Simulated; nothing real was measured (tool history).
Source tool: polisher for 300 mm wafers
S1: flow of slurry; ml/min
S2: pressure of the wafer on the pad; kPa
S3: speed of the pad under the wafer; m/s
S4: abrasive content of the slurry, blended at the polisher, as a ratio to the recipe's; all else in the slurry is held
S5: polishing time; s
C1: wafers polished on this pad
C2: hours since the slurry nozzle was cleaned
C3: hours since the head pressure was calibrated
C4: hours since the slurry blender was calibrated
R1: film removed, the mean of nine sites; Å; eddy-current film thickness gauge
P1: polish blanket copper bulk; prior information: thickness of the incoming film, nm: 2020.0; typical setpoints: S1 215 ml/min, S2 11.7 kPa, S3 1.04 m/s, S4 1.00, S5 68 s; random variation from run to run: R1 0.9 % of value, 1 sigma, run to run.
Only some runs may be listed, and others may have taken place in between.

{"run": 1, "hour": 16.4, "S1": 215, "S2": 11.7, "S3": 1.04, "S4": 1.0, "S5": 68, "C1": 1087, "C2": 129.4, "C3": 283.1, "C4": 280.9, "R1": 4049.3}
{"run": 2, "hour": 32.6, "S1": 215, "S2": 5.5, "S3": 1.04, "S4": 1.0, "S5": 68, "C1": 1248, "C2": 145.6, "C3": 299.3, "C4": 297.1, "R1": 1956.2}
{"run": 3, "hour": 47.7, "S1": 215, "S2": 11.7, "S3": 1.44, "S4": 1.0, "S5": 68, "C1": 1399, "C2": 160.7, "C3": 314.4, "C4": 312.2, "R1": 5592.7}
{"run": 4, "hour": 60.0, "S1": 215, "S2": 11.7, "S3": 1.04, "S4": 1.0, "S5": 68, "C1": 1522, "C2": 173.0, "C3": 326.7, "C4": 324.5, "R1": 4074.9}
{"run": 5, "hour": 69.8, "S1": 215, "S2": 11.7, "S3": 1.04, "S4": 1.25, "S5": 68, "C1": 1620, "C2": 182.8, "C3": 336.5, "C4": 334.3, "R1": 4206.9}
{"run": 6, "hour": 84.6, "S1": 160, "S2": 11.7, "S3": 1.04, "S4": 1.0, "S5": 49, "C1": 1768, "C2": 197.6, "C3": 351.3, "C4": 349.1, "R1": 2761.8}
{"run": 7, "hour": 95.8, "S1": 130, "S2": 11.7, "S3": 1.04, "S4": 1.0, "S5": 68, "C1": 1879, "C2": 208.8, "C3": 362.5, "C4": 360.3, "R1": 3746.7}
{"run": 8, "hour": 107.8, "S1": 215, "S2": 15.2, "S3": 1.04, "S4": 1.3, "S5": 68, "C1": 1999, "C2": 220.8, "C3": 374.5, "C4": 372.3, "R1": 5578.3}
{"hour": 108.2, "done": "slurry blender recalibrated"}
{"run": 9, "hour": 120.7, "S1": 215, "S2": 11.7, "S3": 1.04, "S4": 1.0, "S5": 68, "C1": 2128, "C2": 233.7, "C3": 387.4, "C4": 12.5, "R1": 4056.2}
{"run": 10, "hour": 133.6, "S1": 215, "S2": 11.7, "S3": 1.04, "S4": 1.0, "S5": 103, "C1": 2257, "C2": 246.6, "C3": 400.3, "C4": 25.4, "R1": 6110.5}
{"run": 11, "hour": 146.6, "S1": 215, "S2": 11.7, "S3": 1.04, "S4": 1.0, "S5": 68, "C1": 2386, "C2": 259.6, "C3": 413.3, "C4": 38.4, "R1": 4100.6}
{"run": 12, "hour": 155.5, "S1": 215, "S2": 11.7, "S3": 1.04, "S4": 1.0, "S5": 31, "C1": 2475, "C2": 268.5, "C3": 422.2, "C4": 47.3, "R1": 1890.6}
{"run": 13, "hour": 164.4, "S1": 215, "S2": 11.7, "S3": 1.04, "S4": 1.0, "S5": 68, "C1": 2564, "C2": 277.4, "C3": 431.1, "C4": 56.2, "R1": 4138.1}
{"run": 14, "hour": 173.7, "S1": 215, "S2": 11.7, "S3": 1.04, "S4": 0.55, "S5": 68, "C1": 2657, "C2": 286.7, "C3": 440.4, "C4": 65.5, "R1": 3578.0}
{"run": 15, "hour": 183.4, "S1": 215, "S2": 17.2, "S3": 1.04, "S4": 1.0, "S5": 68, "C1": 2754, "C2": 296.4, "C3": 450.1, "C4": 75.2, "R1": 5983.8}
{"run": 16, "hour": 194.7, "S1": 215, "S2": 11.7, "S3": 0.5, "S4": 1.0, "S5": 68, "C1": 2867, "C2": 307.7, "C3": 461.4, "C4": 86.5, "R1": 1983.6}
{"run": 17, "hour": 210.2, "S1": 335, "S2": 11.7, "S3": 1.04, "S4": 1.0, "S5": 68, "C1": 3021, "C2": 323.2, "C3": 476.9, "C4": 102.0, "R1": 4265.2}
{"run": 18, "hour": 227.9, "S1": 215, "S2": 11.7, "S3": 1.56, "S4": 1.4, "S5": 68, "C1": 3198, "C2": 340.9, "C3": 494.6, "C4": 119.7, "R1": 6551.5}
{"run": 19, "hour": 241.5, "S1": 215, "S2": 11.7, "S3": 1.04, "S4": 1.0, "S5": 68, "C1": 3334, "C2": 354.5, "C3": 508.2, "C4": 133.3, "R1": 4061.7}
{"run": 20, "hour": 249.9, "S1": 215, "S2": 11.7, "S3": 1.04, "S4": 1.0, "S5": 68, "C1": 3418, "C2": 362.9, "C3": 516.6, "C4": 141.7, "R1": 3963.6}
{"run": 21, "hour": 264.5, "S1": 215, "S2": 11.7, "S3": 1.04, "S4": 1.0, "S5": 68, "C1": 3564, "C2": 377.5, "C3": 531.2, "C4": 156.3, "R1": 3857.2}
{"run": 22, "hour": 278.5, "S1": 215, "S2": 11.7, "S3": 1.04, "S4": 1.0, "S5": 68, "C1": 3703, "C2": 391.5, "C3": 545.2, "C4": 170.3, "R1": 3859.7}
{"run": 23, "hour": 289.7, "S1": 215, "S2": 11.7, "S3": 1.04, "S4": 1.0, "S5": 68, "C1": 3815, "C2": 402.7, "C3": 556.4, "C4": 181.5, "R1": 3783.0}
{"hour": 294.8, "done": "slurry blender recalibrated"}
{"hour": 299.6, "done": "worn pad replaced by a new one"}
{"run": 24, "hour": 302.4, "S1": 215, "S2": 11.7, "S3": 1.04, "S4": 1.0, "S5": 68, "C1": 28, "C2": 415.4, "C3": 569.1, "C4": 7.7, "R1": 3843.3}
{"run": 25, "hour": 319.2, "S1": 215, "S2": 11.7, "S3": 1.04, "S4": 1.0, "S5": 68, "C1": 196, "C2": 432.2, "C3": 585.9, "C4": 24.5, "R1": 3782.1}
{"run": 26, "hour": 334.8, "S1": 215, "S2": 11.7, "S3": 1.04, "S4": 1.0, "S5": 68, "C1": 352, "C2": 447.8, "C3": 601.5, "C4": 40.1, "R1": 3791.7}

Something has made what P1 gives creep away from where it was; the 2 causes below, each at its own stated size, fit the log equally well:
A: head's pressure below its setpoint, % = 7.15
B: slurry flow missing at the pad, % = 38
The drift started at roughly hour 241.5.
What rules out each remaining cause:
removal rate lost through wear of the pad, %: serviced at hour 299.6, after the change had begun; the process did not return to its earlier output
abrasive missing from the slurry, %: serviced at hour 294.8, after the change had begun; the process did not return to its earlier output

The list below offers 4 check runs, each averaging the results of 3 wafers, and shows each result as a question mark. For which of them would the listed causes give clearly different results?
{"run": "check 1", "hour": 350.4, "S1": 215, "S2": 16.5, "S3": 1.04, "S4": 1.0, "S5": 68, "R1": "?"}
{"run": "check 2", "hour": 350.4, "S1": 130, "S2": 11.7, "S3": 1.04, "S4": 1.0, "S5": 43, "R1": "?"}
{"run": "check 3", "hour": 350.4, "S1": 215, "S2": 6.9, "S3": 1.04, "S4": 1.0, "S5": 31, "R1": "?"}
{"run": "check 4", "hour": 350.4, "S1": 215, "S2": 11.7, "S3": 1.04, "S4": 0.75, "S5": 101, "R1": "?"}

How each check would come out, cause by cause:
check=check_1 result=R1 if_A=5341.7 if_B=5342.2
check=check_2 result=R1 if_A=2211.0 if_B=2118.3
check=check_3 result=R1 if_A=1014.7 if_B=1014.8
check=check_4 result=R1 if_A=5289.6 if_B=5290.1
How far apart the two closest causes lie, in the result that separates them most: check 1 0.01 %; check 2 4.28 %; check 3 0.01 %; check 4 0.01 %
Only check 2 tells the causes apart: in the others they would give nearly the same result.

Then check 2 was run and gave: R1 2235.1 Å. Which cause is it?

A is the cause: head's pressure below its setpoint, %.
